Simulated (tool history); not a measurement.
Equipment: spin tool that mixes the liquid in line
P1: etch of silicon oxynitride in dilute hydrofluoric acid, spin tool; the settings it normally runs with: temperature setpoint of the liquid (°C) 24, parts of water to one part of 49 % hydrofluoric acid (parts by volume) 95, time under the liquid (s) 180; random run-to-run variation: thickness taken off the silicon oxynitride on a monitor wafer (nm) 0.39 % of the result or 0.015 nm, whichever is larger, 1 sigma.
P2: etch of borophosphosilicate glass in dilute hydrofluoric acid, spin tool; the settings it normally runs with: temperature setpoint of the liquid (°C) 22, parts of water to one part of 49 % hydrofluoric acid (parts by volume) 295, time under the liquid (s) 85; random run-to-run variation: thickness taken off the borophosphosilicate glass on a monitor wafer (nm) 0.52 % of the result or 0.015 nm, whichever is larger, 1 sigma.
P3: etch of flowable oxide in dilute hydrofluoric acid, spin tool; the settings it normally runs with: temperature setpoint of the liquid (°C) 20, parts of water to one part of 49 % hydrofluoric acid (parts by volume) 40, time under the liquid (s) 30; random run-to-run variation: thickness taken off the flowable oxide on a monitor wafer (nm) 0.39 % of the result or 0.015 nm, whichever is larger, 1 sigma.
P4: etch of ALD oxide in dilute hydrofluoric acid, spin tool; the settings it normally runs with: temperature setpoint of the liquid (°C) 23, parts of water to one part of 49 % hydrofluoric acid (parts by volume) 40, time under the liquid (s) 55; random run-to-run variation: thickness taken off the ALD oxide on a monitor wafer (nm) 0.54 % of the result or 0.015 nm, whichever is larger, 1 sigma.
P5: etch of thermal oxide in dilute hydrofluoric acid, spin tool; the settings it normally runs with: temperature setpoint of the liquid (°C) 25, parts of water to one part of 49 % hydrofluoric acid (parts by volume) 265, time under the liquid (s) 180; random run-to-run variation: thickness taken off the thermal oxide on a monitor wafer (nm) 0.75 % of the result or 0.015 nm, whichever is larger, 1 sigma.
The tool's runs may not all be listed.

run	hour	process that ran	temperature setpoint of the liquid (°C)	parts of water to one part of 49 % hydrofluoric acid (parts by volume)	time under the liquid (s)	hours since the thermometer was replaced	hours since the hydrofluoric acid flow meter was replaced	thickness taken off the silicon oxynitride on a monitor wafer (nm)	thickness taken off the thermal oxide on a monitor wafer (nm)	thickness taken off the flowable oxide on a monitor wafer (nm)	thickness taken off the ALD oxide on a monitor wafer (nm)	thickness taken off the borophosphosilicate glass on a monitor wafer (nm)
1	9.4	P1	24	95	180	920.4	254.1	6.7229				
2	19.6	P1	24	95	180	930.6	264.3	6.7526				
3	32.8	P5	33.5	265	180	943.8	277.5		3.6096			
4	45.5	P5	25	265	180	956.5	290.2		2.7006			
5	58.7	P3	20	20	30	969.7	303.4			52.468		
6	73.6	P4	23	40	20	984.6	318.3				11.015	
7	89	P2	22	295	85	1000	333.7					12.05
8	101.3	P1	24	95	180	1012.3	346	6.7673				
9	111.5	P5	25	395	180	1022.5	356.2		1.5968			
10	129.2	P1	24	175	180	1040.2	373.9	3.4473				
11	142.3	P3	17	40	30	1053.3	387			22.599		
12	153.9	P1	28	95	65	1064.9	398.6	2.9364				
13	162.1	P1	24	95	180	1073.1	406.8	6.763				
14	178.3	P5	25	265	15	1089.3	423		0.24861			
15	192	P2	22	295	170	1103	436.7					23.929
16	203.2	P2	22	65	85	1114.2	447.9					69.678
17	211.9	P4	23	40	55	1122.9	456.6				30.142	
18	221.9	P4	17	40	55	1132.9	466.6				23.383	
19	239.7	P1	24	25	180	1150.7	484.4	27.219				
20	257.1	P1	20.5	95	180	1168.1	501.8	5.7246				
21	274.8	P4	23	70	55	1185.8	519.5				16.733	
22	291.9	P2	22	295	85	1202.9	536.6					12.078
23	309.9	P1	28.5	95	180	1220.9	554.6	8.3546				
24	322.5	P3	20	40	30	1233.5	567.2			25.679		
25	337.8	P1	24	95	180	1248.8	582.5	6.8052				
26	355.1	P1	19	95	325	1266.1	599.8	9.5749				
27	365.2	P2	17	295	85	1276.2	609.9					9.9248
28	376.6	P1	24	95	30	1287.6	621.3	1.1421				
29	392.7	P1	24	95	315	1303.7	637.4	11.843				
30	406.9	P1	24	95	180	1317.9	651.6	6.7877				
31	416.7	P5	25	265	180	1327.7	661.4		2.7136			
32	428.9	P3	20	40	45	1339.9	673.6			38.177		
33	444.2	P4	23	40	55	1355.2	688.9				30.56	
34	452.8	P1	24	95	180	1363.8	697.5	6.7542				
35	464.4	P1	24	95	180	1375.4	709.1	6.9224				
36	472.9	P1	24	95	180	1383.9	717.6	6.9342				
37	481.5	P1	24	95	180	1392.5	726.2	7.0843				
38	495.6	P1	24	95	180	1406.6	740.3	7.1529				
39	511.3	P1	24	95	180	1422.3	756	7.1799				
40	528.9	P1	24	95	180	1439.9	773.6	7.2215				
41	538.8	P1	24	95	180	1449.8	783.5	7.2722				
42	553.9	P1	24	95	180	1464.9	798.6	7.2905				
43	570.5	P1	24	95	180	1481.5	815.2	7.3224				
44	587.8	P1	24	95	180	1498.8	832.5	7.267				

The log shows P1 creeping away from where it was. Any of the 2 causes listed here, at the size stated for it, fits the log just as well as the others:
A: hydrofluoric acid flow above the setpoint (%) = 7.17
B: liquid hotter than its thermometer reads (K) = 1.59
The drift started at roughly hour 452.8.

Below are 4 check runs, each averaged over 3 wafers, with their results shown as question marks. Which of them would give clearly different results depending on which cause is behind the drift?
check 1	605.1	P3	17	20	30					?		
check 2	605.1	P2	17	65	85							?
check 3	605.1	P5	29.5	265	180				?			
check 4	605.1	P4	17	40	20						?	

What every check run would give for each of its results, assuming each possible cause in turn:
check	result	if A	if B
check 1	thickness taken off the flowable oxide on a monitor wafer (nm)	49.388	49.357
check 2	thickness taken off the borophosphosilicate glass on a monitor wafer (nm)	60.657	60.295
check 3	thickness taken off the thermal oxide on a monitor wafer (nm)	3.4462	3.3203
check 4	thickness taken off the ALD oxide on a monitor wafer (nm)	9.1793	9.1502
Per check, the gap between the least separated pair of causes, taken in the result that splits them most: check 1 0.06 %; check 2 0.6 %; check 3 3.72 %; check 4 0.32 %
Of the check runs offered, only check 3 discriminates between the causes; the rest would read about the same regardless of which cause applies.

Check 3 was carried out, with these results: thickness taken off the thermal oxide on a monitor wafer (nm) 3.3015. Which of the listed causes is responsible?

The correct cause is B, namely: liquid hotter than its thermometer reads (K).

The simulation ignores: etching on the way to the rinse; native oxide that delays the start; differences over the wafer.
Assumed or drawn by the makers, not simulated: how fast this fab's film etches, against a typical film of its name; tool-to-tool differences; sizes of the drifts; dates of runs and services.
